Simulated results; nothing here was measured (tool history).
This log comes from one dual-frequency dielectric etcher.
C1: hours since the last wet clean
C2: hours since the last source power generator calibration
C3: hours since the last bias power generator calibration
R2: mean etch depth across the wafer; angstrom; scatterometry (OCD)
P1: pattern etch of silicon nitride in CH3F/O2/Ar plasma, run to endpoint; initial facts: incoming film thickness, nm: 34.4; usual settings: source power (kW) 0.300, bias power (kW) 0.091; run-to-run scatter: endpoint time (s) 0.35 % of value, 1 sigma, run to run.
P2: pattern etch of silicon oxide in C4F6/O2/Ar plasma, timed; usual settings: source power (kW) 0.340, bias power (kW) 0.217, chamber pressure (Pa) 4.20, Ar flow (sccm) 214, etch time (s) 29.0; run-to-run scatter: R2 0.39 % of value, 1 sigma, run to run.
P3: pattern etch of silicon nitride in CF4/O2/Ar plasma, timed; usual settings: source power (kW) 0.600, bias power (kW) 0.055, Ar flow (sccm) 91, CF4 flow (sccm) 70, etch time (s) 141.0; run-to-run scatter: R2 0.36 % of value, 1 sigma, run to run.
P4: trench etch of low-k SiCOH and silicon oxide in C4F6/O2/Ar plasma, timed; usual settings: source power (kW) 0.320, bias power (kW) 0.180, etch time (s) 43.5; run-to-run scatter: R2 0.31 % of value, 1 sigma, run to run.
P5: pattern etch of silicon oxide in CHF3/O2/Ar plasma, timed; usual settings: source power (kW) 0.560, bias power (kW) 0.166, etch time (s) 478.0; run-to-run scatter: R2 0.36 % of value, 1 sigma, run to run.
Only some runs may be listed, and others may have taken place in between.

Run 1, hour 4.5: process that ran P1, source power (kW) 0.300, bias power (kW) 0.091; C1 225.8; C2 1622.0; C3 2174.3. Result: endpoint time (s) 48.702.
Run 2, hour 9.1: process that ran P1, source power (kW) 0.300, bias power (kW) 0.091; C1 230.4; C2 1626.6; C3 2178.9. Result: endpoint time (s) 49.125.
Run 3, hour 13.4: process that ran P1, source power (kW) 0.170, bias power (kW) 0.091; C1 234.7; C2 1630.9; C3 2183.2. Result: endpoint time (s) 60.533.
Run 4, hour 18.4: process that ran P1, source power (kW) 0.300, bias power (kW) 0.068; C1 239.7; C2 1635.9; C3 2188.2. Result: endpoint time (s) 53.998.
Run 5, hour 23.0: process that ran P4, source power (kW) 0.320, bias power (kW) 0.180, etch time (s) 58.5; C1 244.3; C2 1640.5; C3 2192.8. Result: R2 1782.80 angstrom.
Run 6, hour 27.7: process that ran P5, source power (kW) 0.560, bias power (kW) 0.166, etch time (s) 478.0; C1 249.0; C2 1645.2; C3 2197.5. Result: R2 9083.80 angstrom.
Run 7, hour 30.5: process that ran P3, source power (kW) 0.600, bias power (kW) 0.055, etch time (s) 141.0, Ar flow (sccm) 91, CF4 flow (sccm) 85; C1 251.8; C2 1648.0; C3 2200.3. Result: R2 3191.20 angstrom.
Run 8, hour 34.4: process that ran P2, source power (kW) 0.340, bias power (kW) 0.217, etch time (s) 29.0, Ar flow (sccm) 214, chamber pressure (Pa) 5.80; C1 255.7; C2 1651.9; C3 2204.2. Result: R2 928.99 angstrom.
Run 9, hour 37.4: process that ran P1, source power (kW) 0.190, bias power (kW) 0.111; C1 258.7; C2 1654.9; C3 2207.2. Result: endpoint time (s) 53.789.
Run 10, hour 42.1: process that ran P4, source power (kW) 0.320, bias power (kW) 0.180, etch time (s) 43.5; C1 263.4; C2 1659.6; C3 2211.9. Result: R2 1331.10 angstrom.
Run 11, hour 44.3: process that ran P2, source power (kW) 0.340, bias power (kW) 0.299, etch time (s) 29.0, Ar flow (sccm) 214, chamber pressure (Pa) 4.20; C1 265.6; C2 1661.8; C3 2214.1. Result: R2 1073.60 angstrom.
Run 12, hour 47.4: process that ran P5, source power (kW) 0.670, bias power (kW) 0.166, etch time (s) 478.0; C1 268.7; C2 1664.9; C3 2217.2. Result: R2 9803.60 angstrom.
Run 13, hour 50.6: process that ran P3, source power (kW) 0.600, bias power (kW) 0.055, etch time (s) 141.0, Ar flow (sccm) 56, CF4 flow (sccm) 70; C1 271.9; C2 1668.1; C3 2220.4. Result: R2 3334.80 angstrom.
Run 14, hour 53.9: process that ran P1, source power (kW) 0.300, bias power (kW) 0.091; C1 275.2; C2 1671.4; C3 2223.7. Result: endpoint time (s) 49.117.
Run 15, hour 58.1: process that ran P2, source power (kW) 0.340, bias power (kW) 0.217, etch time (s) 29.0, Ar flow (sccm) 296, chamber pressure (Pa) 4.20; C1 279.4; C2 1675.6; C3 2227.9. Result: R2 930.25 angstrom.
Run 16, hour 61.5: process that ran P1, source power (kW) 0.400, bias power (kW) 0.073; C1 282.8; C2 1679.0; C3 2231.3. Result: endpoint time (s) 47.603.
Run 17, hour 64.1: process that ran P1, source power (kW) 0.300, bias power (kW) 0.091; C1 285.4; C2 1681.6; C3 2233.9. Result: endpoint time (s) 48.818.
Run 18, hour 68.2: process that ran P4, source power (kW) 0.320, bias power (kW) 0.249, etch time (s) 43.5; C1 289.5; C2 1685.7; C3 2238.0. Result: R2 1475.60 angstrom.
Run 19, hour 70.8: process that ran P2, source power (kW) 0.340, bias power (kW) 0.217, etch time (s) 37.0, Ar flow (sccm) 214, chamber pressure (Pa) 4.20; C1 292.1; C2 1688.3; C3 2240.6. Result: R2 1224.60 angstrom.
Run 20, hour 75.6: process that ran P1, source power (kW) 0.300, bias power (kW) 0.111; C1 296.9; C2 1693.1; C3 2245.4. Result: endpoint time (s) 45.393.
Run 21, hour 80.9: process that ran P5, source power (kW) 0.560, bias power (kW) 0.166, etch time (s) 677.0; C1 302.2; C2 1698.4; C3 2250.7. Result: R2 12857.00 angstrom.
Run 22, hour 83.9: process that ran P2, source power (kW) 0.340, bias power (kW) 0.217, etch time (s) 29.0, Ar flow (sccm) 214, chamber pressure (Pa) 4.20; C1 305.2; C2 1701.4; C3 2253.7. Result: R2 958.91 angstrom.
Run 23, hour 86.6: process that ran P3, source power (kW) 0.600, bias power (kW) 0.055, etch time (s) 141.0, Ar flow (sccm) 91, CF4 flow (sccm) 70; C1 307.9; C2 1704.1; C3 2256.4. Result: R2 3128.70 angstrom.
Run 24, hour 90.5: process that ran P5, source power (kW) 0.560, bias power (kW) 0.166, etch time (s) 478.0; C1 311.8; C2 1708.0; C3 2260.3. Result: R2 9085.10 angstrom.
Run 25, hour 95.1: process that ran P3, source power (kW) 0.750, bias power (kW) 0.055, etch time (s) 141.0, Ar flow (sccm) 91, CF4 flow (sccm) 70; C1 316.4; C2 1712.6; C3 2264.9. Result: R2 3762.10 angstrom.
Run 26, hour 99.9: process that ran P4, source power (kW) 0.320, bias power (kW) 0.180, etch time (s) 43.5; C1 321.2; C2 1717.4; C3 2269.7. Result: R2 1323.30 angstrom.
Run 27, hour 102.5: process that ran P3, source power (kW) 0.600, bias power (kW) 0.037, etch time (s) 141.0, Ar flow (sccm) 91, CF4 flow (sccm) 70; C1 323.8; C2 1720.0; C3 2272.3. Result: R2 2679.80 angstrom.
Run 28, hour 105.7: process that ran P1, source power (kW) 0.370, bias power (kW) 0.091; C1 327.0; C2 1723.2; C3 2275.5. Result: endpoint time (s) 45.123.
Run 29, hour 109.8: process that ran P5, source power (kW) 0.560, bias power (kW) 0.110, etch time (s) 478.0; C1 331.1; C2 1727.3; C3 2279.6. Result: R2 7958.60 angstrom.
Run 30, hour 112.8: process that ran P1, source power (kW) 0.300, bias power (kW) 0.091; C1 334.1; C2 1730.3; C3 2282.6. Result: endpoint time (s) 48.797.
Run 31, hour 115.2: process that ran P1, source power (kW) 0.360, bias power (kW) 0.065; C1 336.5; C2 1732.7; C3 2285.0. Result: endpoint time (s) 51.502.
Run 32, hour 117.9: process that ran P2, source power (kW) 0.470, bias power (kW) 0.217, etch time (s) 29.0, Ar flow (sccm) 214, chamber pressure (Pa) 4.20; C1 339.2; C2 1735.4; C3 2287.7. Result: R2 1091.90 angstrom.
Run 33, hour 122.3: process that ran P3, source power (kW) 0.600, bias power (kW) 0.055, etch time (s) 106.5, Ar flow (sccm) 91, CF4 flow (sccm) 70; C1 343.6; C2 1739.8; C3 2292.1. Result: R2 2363.30 angstrom.
Run 34, hour 126.3: process that ran P4, source power (kW) 0.230, bias power (kW) 0.180, etch time (s) 43.5; C1 347.6; C2 1743.8; C3 2296.1. Result: R2 1175.30 angstrom.
Run 35, hour 129.3: process that ran P1, source power (kW) 0.300, bias power (kW) 0.091; C1 350.6; C2 1746.8; C3 2299.1. Result: endpoint time (s) 49.119.
Run 36, hour 134.4: process that ran P1, source power (kW) 0.300, bias power (kW) 0.091; C1 355.7; C2 1751.9; C3 2304.2. Result: endpoint time (s) 48.412.
Run 37, hour 138.6: process that ran P1, source power (kW) 0.300, bias power (kW) 0.091; C1 359.9; C2 1756.1; C3 2308.4. Result: endpoint time (s) 47.910.
Run 38, hour 143.2: process that ran P1, source power (kW) 0.300, bias power (kW) 0.091; C1 364.5; C2 1760.7; C3 2313.0. Result: endpoint time (s) 47.888.
Run 39, hour 147.4: process that ran P1, source power (kW) 0.300, bias power (kW) 0.091; C1 368.7; C2 1764.9; C3 2317.2. Result: endpoint time (s) 48.057.
At hour 147.9: wet clean of the chamber.
Run 40, hour 151.8: process that ran P1, source power (kW) 0.300, bias power (kW) 0.091; C1 4.0; C2 1769.3; C3 2321.6. Result: endpoint time (s) 48.082.
Run 41, hour 155.1: process that ran P1, source power (kW) 0.300, bias power (kW) 0.091; C1 7.3; C2 1772.6; C3 2324.9. Result: endpoint time (s) 48.027.

P1 has crept away from where it was. The log is fitted equally well by each of these 2 causes, at the sizes shown:
A: source power that arrives over what is set, % = 4.81
B: bias power that arrives over what is set, % = 4.86
Onset of the creep was near hour 129.3.
What rules out each remaining cause:
chamber walls in a state that raises the etch rate, %: serviced at hour 147.9, after the drift had started, without restoring the earlier output

You are offered 4 check runs, listed below with question marks in place of their results; each one averages 2 wafers. Which run separates the listed causes by giving clearly different results for each?
Run check 1, hour 158.4: process that ran P2, source power (kW) 0.340, bias power (kW) 0.289, etch time (s) 29.0, Ar flow (sccm) 214, chamber pressure (Pa) 4.20. Result: R2 ?.
Run check 2, hour 158.4: process that ran P5, source power (kW) 0.640, bias power (kW) 0.112, etch time (s) 478.0. Result: R2 ?.
Run check 3, hour 158.4: process that ran P4, source power (kW) 0.320, bias power (kW) 0.217, etch time (s) 52.0. Result: R2 ?.
Run check 4, hour 158.4: process that ran P3, source power (kW) 0.600, bias power (kW) 0.055, etch time (s) 141.0, Ar flow (sccm) 71, CF4 flow (sccm) 70. Result: R2 ?.

What every check run would give for each of its results, assuming each possible cause in turn:
  check  result     if A     if B
check 1      R2  1080.80  1079.70
check 2      R2  8643.90  8607.60
check 3      R2  1721.00  1717.30
check 4      R2  3350.60  3274.70
Minimum pairwise separation of causes per check, each pair taken at its best-separating result: check 1 0.11 %; check 2 0.42 %; check 3 0.21 %; check 4 2.29 %
Only check 4 tells the causes apart: in the others they would give nearly the same result.

With check 4 done, the readings were: R2 3286.90 angstrom. Identify which of the listed causes applies.

It was cause B: bias power that arrives over what is set, %.
